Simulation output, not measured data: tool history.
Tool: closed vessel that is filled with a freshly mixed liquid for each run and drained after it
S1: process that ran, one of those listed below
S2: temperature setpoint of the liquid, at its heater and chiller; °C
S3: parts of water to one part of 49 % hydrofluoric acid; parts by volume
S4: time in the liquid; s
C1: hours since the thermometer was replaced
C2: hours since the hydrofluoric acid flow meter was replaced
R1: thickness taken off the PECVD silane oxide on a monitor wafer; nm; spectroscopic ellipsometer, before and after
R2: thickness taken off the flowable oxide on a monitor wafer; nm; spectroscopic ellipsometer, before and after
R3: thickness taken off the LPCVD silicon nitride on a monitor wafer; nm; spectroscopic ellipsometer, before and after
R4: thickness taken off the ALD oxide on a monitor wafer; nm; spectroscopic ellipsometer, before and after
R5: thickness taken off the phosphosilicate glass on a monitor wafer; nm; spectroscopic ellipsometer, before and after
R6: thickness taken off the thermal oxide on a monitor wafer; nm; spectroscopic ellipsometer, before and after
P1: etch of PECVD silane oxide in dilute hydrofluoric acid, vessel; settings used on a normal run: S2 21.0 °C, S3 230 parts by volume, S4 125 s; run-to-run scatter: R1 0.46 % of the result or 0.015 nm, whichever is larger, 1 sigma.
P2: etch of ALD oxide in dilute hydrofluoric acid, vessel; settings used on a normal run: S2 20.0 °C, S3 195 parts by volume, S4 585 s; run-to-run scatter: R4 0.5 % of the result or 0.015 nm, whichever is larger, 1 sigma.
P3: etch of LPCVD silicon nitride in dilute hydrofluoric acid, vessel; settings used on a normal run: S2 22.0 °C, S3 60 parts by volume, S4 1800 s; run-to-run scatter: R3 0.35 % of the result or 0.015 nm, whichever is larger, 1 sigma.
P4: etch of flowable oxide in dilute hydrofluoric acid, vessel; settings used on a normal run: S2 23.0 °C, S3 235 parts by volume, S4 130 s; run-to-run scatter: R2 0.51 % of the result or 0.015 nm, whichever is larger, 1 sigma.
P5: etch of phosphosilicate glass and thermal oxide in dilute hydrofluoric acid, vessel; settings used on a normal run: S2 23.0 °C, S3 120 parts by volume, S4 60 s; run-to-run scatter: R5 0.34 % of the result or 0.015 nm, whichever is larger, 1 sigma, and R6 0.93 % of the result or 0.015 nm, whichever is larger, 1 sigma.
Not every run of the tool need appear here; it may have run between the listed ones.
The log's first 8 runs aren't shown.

run   hour  S1    S2   S3    S4     C1     C2       R1      R2       R3      R4       R5       R6
  9   48.1  P2  20.0  195   585  379.9  738.5                            28.265
 10   54.0  P1  21.0  230   125  385.8  744.4  10.3950
 11   59.3  P5  23.0  120    95  391.1  749.7                                     87.091   3.4578
 12   64.1  P3  27.5   60  1800  395.9  754.5                   18.5790
 13   67.7  P1  21.0  230   125  399.5  758.1  10.3580
 14   74.1  P4  23.0  235   215  405.9  764.5           50.955
 15   78.0  P1  17.0  230   125  409.8  768.4   8.9400
 16   82.0  P5  23.0  120    60  413.8  772.4                                     55.651   2.2261
 17   88.8  P1  21.0  335   125  420.6  779.2   6.5095
 18   95.3  P1  21.0  230    65  427.1  785.7   5.4196
 19   99.9  P3  22.0   60  1800  431.7  790.3                   12.7530
 20  105.4  P1  25.0  230   125  437.2  795.8  12.0830
 21  109.0  P2  17.0  195   585  440.8  799.4                            25.322
 22  114.6  P5  28.0  120    60  446.4  805.0                                     67.034   2.6817
 23  120.9  P1  21.0  230   125  452.7  811.3  10.3390
 24  128.2  P1  21.0  230   200  460.0  818.6  16.8240
 25  132.5  P4  23.0  235   130  464.3  822.9           30.641
 26  139.1  P2  20.0   70   585  470.9  829.5                            91.106
 27  143.8  P5  23.0   25    60  475.6  834.2                                    298.260  12.0570
     146.9  -- thermometer replaced
 28  149.7  P3  22.0   60  3030    2.9  840.1                   21.3940
 29  156.9  P1  21.0  230   125   10.1  847.3  10.4440
 30  162.4  P2  20.0  195   230   15.6  852.8                            11.271

Run 31 has not been measured yet. What should we expect?
 31  169.6  P1  21.0  230  125  22.8  860.0   ?

R1: 10.4480 nm

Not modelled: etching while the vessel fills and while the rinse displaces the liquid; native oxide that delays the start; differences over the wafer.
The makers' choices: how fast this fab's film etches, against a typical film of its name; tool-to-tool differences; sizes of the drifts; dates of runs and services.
